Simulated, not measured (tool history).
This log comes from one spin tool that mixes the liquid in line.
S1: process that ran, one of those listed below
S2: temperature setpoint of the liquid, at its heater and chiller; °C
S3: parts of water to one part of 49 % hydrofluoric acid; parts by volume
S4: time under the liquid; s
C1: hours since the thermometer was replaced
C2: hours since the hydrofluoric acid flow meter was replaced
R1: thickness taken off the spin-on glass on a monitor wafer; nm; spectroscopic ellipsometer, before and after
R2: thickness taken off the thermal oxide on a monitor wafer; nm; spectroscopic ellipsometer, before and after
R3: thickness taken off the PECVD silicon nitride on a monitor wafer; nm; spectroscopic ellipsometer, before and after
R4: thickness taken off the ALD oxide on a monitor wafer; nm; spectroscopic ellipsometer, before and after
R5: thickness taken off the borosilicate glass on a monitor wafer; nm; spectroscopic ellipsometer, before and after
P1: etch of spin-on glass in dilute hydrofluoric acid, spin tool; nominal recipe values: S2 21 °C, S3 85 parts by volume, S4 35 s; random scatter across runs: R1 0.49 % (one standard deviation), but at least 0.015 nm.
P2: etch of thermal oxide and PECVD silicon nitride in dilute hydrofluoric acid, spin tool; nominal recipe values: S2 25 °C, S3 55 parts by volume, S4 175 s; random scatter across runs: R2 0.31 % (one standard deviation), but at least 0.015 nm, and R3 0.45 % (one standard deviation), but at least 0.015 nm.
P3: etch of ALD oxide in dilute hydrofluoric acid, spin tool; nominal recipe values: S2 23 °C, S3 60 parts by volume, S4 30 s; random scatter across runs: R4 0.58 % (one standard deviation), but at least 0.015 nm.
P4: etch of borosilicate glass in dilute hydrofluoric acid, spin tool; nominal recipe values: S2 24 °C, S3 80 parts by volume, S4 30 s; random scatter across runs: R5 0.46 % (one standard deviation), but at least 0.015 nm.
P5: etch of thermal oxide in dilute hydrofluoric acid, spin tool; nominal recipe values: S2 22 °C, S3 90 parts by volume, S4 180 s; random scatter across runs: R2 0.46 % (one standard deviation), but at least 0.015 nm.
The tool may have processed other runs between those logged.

run	hour	S1	S2	S3	S4	C1	C2	R1	R2	R3	R4	R5
1	10.5	P1	21	85	35	1423.2	156	24.634				
2	26.4	P2	25	75	175	1439.1	171.9		11.827	9.0778		
3	39.2	P1	17	85	35	1451.9	184.7	20.9				
4	50.9	P2	21	55	175	1463.6	196.4		14.136	9.4396		
5	64.3	P3	23	95	30	1477	209.8				5.4962	
6	78.2	P3	29	60	30	1490.9	223.7				11.59	
7	87.5	P3	23	60	30	1500.2	233				9.012	
8	98.1	P1	21	85	35	1510.8	243.6	24.502				
9	107.7	P4	24	20	30	1520.4	253.2					57.387
10	124.3	P2	25	55	175	1537	269.8		16.587	12.388		
# hour 129.1: hydrofluoric acid flow meter replaced
11	139.7	P2	25	55	175	1552.4	10.6		16.768	12.299		
12	149.1	P5	22	90	30	1561.8	20		1.4942			
13	158.7	P1	21	85	35	1571.4	29.6	24.649				
14	166.4	P5	22	90	180	1579.1	37.3		9.07			
15	179.2	P1	21	85	15	1591.9	50.1	10.62				
16	188.6	P1	21	85	35	1601.3	59.5	24.613				
17	197.1	P1	26.5	85	50	1609.8	68	43.897				
18	207.7	P4	24	80	30	1620.4	78.6					13.344
19	218.2	P4	30	80	30	1630.9	89.1					16.678
20	230	P1	21	85	35	1642.7	100.9	24.527				
21	238.8	P2	25	55	30	1651.5	109.7		2.8764	2.1274		
22	254.9	P5	22	145	180	1667.6	125.8		5.2656			
23	264.9	P1	21	85	60	1677.6	135.8	41.912				
24	277.2	P1	29	85	35	1689.9	148.1	33.759				
25	285.2	P5	27.5	90	180	1697.9	156.1		11.246			
26	295.7	P1	21	85	35	1708.4	166.6	24.585				
27	304.7	P1	21	20	35	1717.4	175.6	114.3				
28	312.6	P1	21	130	60	1725.3	183.5	26.159				
29	328.5	P1	21	125	35	1741.2	199.4	15.913				
30	342.1	P4	24	80	55	1754.8	213					24.49
31	350.3	P3	23	60	55	1763	221.2				16.647	
32	361.7	P5	22	90	180	1774.4	232.6		9.0977			
33	373.1	P1	21	85	35	1785.8	244	24.459				
34	383.9	P1	21	85	35	1796.6	254.8	24.568				
35	394.7	P1	21	85	35	1807.4	265.6	24.946				
36	411.1	P1	21	85	35	1823.8	282	25.58				
37	425.3	P1	21	85	35	1838	296.2	25.889				
38	436.4	P1	21	85	35	1849.1	307.3	25.984				
39	451.7	P1	21	85	35	1864.4	322.6	25.736				
40	460.8	P1	21	85	35	1873.5	331.7	25.901				
41	476.7	P1	21	85	35	1889.4	347.6	25.95				
42	487.7	P1	21	85	35	1900.4	358.6	25.868				
43	494.8	P1	21	85	35	1907.5	365.7	26.2				
44	504	P1	21	85	35	1916.7	374.9	26.159				
45	513.3	P1	21	85	35	1926	384.2	25.873				

P1 has crept away from where it was. The log is fitted equally well by each of these 2 causes, at the sizes shown:
A: hydrofluoric acid flow above the setpoint (%) = 5.7
B: liquid hotter than its thermometer reads (K) = 1.49
The onset of the drift is placed at about hour 383.9.

Consider the 4 single-wafer check runs listed below, results given as question marks: which one distinguishes between the causes by giving clearly different results for each?
check 1	522.6	P3	23	60	30						?	
check 2	522.6	P2	25	55	175				?	?		
check 3	522.6	P4	24	80	30							?
check 4	522.6	P5	22	90	180				?			

What each check would give under each cause:
check	result	if A	if B
check 1	R4	9.5871	9.5996
check 2	R2	17.701	17.713
check 2	R3	13.028	13.62
check 3	R5	14.08	14.061
check 4	R2	9.611	9.6008
Separation of the two closest causes in each check, using whichever result separates them best: check 1 0.13 %; check 2 4.44 %; check 3 0.13 %; check 4 0.11 %
Check 2 tells the causes apart: in the others they would give nearly the same result.

Check 2 was then run and gave: R2 17.79 nm; R3 13.574 nm. Which cause is it?

The correct cause is B, namely: liquid hotter than its thermometer reads (K).
